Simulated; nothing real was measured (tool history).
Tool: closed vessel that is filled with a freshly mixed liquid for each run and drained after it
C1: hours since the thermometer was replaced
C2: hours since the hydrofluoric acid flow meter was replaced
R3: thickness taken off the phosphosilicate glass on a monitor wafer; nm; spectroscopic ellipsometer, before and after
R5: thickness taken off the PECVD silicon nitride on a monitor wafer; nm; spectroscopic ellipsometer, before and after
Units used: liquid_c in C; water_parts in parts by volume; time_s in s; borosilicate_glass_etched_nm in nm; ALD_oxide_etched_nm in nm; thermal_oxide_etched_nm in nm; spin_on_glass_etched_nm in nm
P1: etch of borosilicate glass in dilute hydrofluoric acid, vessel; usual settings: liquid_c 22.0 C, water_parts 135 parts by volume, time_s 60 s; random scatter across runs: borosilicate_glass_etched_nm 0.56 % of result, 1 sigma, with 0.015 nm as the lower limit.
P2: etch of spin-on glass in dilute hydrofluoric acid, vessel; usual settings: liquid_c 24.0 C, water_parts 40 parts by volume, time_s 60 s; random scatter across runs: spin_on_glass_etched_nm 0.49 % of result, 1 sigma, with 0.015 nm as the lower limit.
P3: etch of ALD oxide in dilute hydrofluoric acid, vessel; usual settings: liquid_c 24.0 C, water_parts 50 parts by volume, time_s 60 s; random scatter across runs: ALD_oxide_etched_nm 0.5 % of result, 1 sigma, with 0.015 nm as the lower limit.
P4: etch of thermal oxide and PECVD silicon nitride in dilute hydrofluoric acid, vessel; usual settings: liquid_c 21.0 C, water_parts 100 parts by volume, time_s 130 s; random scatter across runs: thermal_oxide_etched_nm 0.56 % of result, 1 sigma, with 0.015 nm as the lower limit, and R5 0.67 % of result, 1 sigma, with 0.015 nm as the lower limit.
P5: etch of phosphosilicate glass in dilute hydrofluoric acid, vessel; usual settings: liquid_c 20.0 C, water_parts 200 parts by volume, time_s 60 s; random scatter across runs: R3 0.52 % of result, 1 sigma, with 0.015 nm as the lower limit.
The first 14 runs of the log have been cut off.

{"run": 15, "hour": 81.8, "process": "P3", "liquid_c": 24.0, "water_parts": 90, "time_s": 60, "C1": 11.2, "C2": 709.8, "ALD_oxide_etched_nm": 13.961}
{"run": 16, "hour": 89.3, "process": "P4", "liquid_c": 21.0, "water_parts": 60, "time_s": 130, "C1": 18.7, "C2": 717.3, "thermal_oxide_etched_nm": 9.458, "R5": 5.1788}
{"run": 17, "hour": 95.1, "process": "P5", "liquid_c": 17.0, "water_parts": 200, "time_s": 60, "C1": 24.5, "C2": 723.1, "R3": 12.473}
{"run": 18, "hour": 100.4, "process": "P2", "liquid_c": 24.0, "water_parts": 40, "time_s": 60, "C1": 29.8, "C2": 728.4, "spin_on_glass_etched_nm": 54.164}
{"run": 19, "hour": 105.7, "process": "P5", "liquid_c": 20.0, "water_parts": 200, "time_s": 60, "C1": 35.1, "C2": 733.7, "R3": 14.062}
{"run": 20, "hour": 110.3, "process": "P1", "liquid_c": 22.0, "water_parts": 135, "time_s": 115, "C1": 39.7, "C2": 738.3, "borosilicate_glass_etched_nm": 23.517}
{"run": 21, "hour": 118.0, "process": "P2", "liquid_c": 24.0, "water_parts": 40, "time_s": 90, "C1": 47.4, "C2": 746.0, "spin_on_glass_etched_nm": 80.148}
{"run": 22, "hour": 124.8, "process": "P2", "liquid_c": 17.0, "water_parts": 40, "time_s": 60, "C1": 54.2, "C2": 752.8, "spin_on_glass_etched_nm": 39.815}
{"run": 23, "hour": 129.2, "process": "P1", "liquid_c": 17.0, "water_parts": 135, "time_s": 60, "C1": 58.6, "C2": 757.2, "borosilicate_glass_etched_nm": 9.9222}
{"run": 24, "hour": 135.9, "process": "P1", "liquid_c": 22.0, "water_parts": 65, "time_s": 100, "C1": 65.3, "C2": 763.9, "borosilicate_glass_etched_nm": 45.651}
{"run": 25, "hour": 141.4, "process": "P1", "liquid_c": 22.0, "water_parts": 30, "time_s": 60, "C1": 70.8, "C2": 769.4, "borosilicate_glass_etched_nm": 61.843}
{"run": 26, "hour": 147.2, "process": "P3", "liquid_c": 31.0, "water_parts": 50, "time_s": 60, "C1": 76.6, "C2": 775.2, "ALD_oxide_etched_nm": 35.077}
{"run": 27, "hour": 154.8, "process": "P1", "liquid_c": 28.5, "water_parts": 135, "time_s": 60, "C1": 84.2, "C2": 782.8, "borosilicate_glass_etched_nm": 15.6}
{"run": 28, "hour": 159.1, "process": "P2", "liquid_c": 24.0, "water_parts": 65, "time_s": 60, "C1": 88.5, "C2": 787.1, "spin_on_glass_etched_nm": 31.882}
{"run": 29, "hour": 162.7, "process": "P4", "liquid_c": 17.0, "water_parts": 100, "time_s": 130, "C1": 92.1, "C2": 790.7, "thermal_oxide_etched_nm": 4.6063, "R5": 2.3794}
{"run": 30, "hour": 168.2, "process": "P1", "liquid_c": 22.0, "water_parts": 135, "time_s": 60, "C1": 97.6, "C2": 796.2, "borosilicate_glass_etched_nm": 12.153}
{"run": 31, "hour": 173.6, "process": "P1", "liquid_c": 22.0, "water_parts": 135, "time_s": 60, "C1": 103.0, "C2": 801.6, "borosilicate_glass_etched_nm": 11.785}

What will run 32 give?
{"run": 32, "hour": 177.9, "process": "P1", "liquid_c": 22.0, "water_parts": 135, "time_s": 60, "C1": 107.3, "C2": 805.9, "borosilicate_glass_etched_nm": "?"}

borosilicate_glass_etched_nm: 11.6590 nm

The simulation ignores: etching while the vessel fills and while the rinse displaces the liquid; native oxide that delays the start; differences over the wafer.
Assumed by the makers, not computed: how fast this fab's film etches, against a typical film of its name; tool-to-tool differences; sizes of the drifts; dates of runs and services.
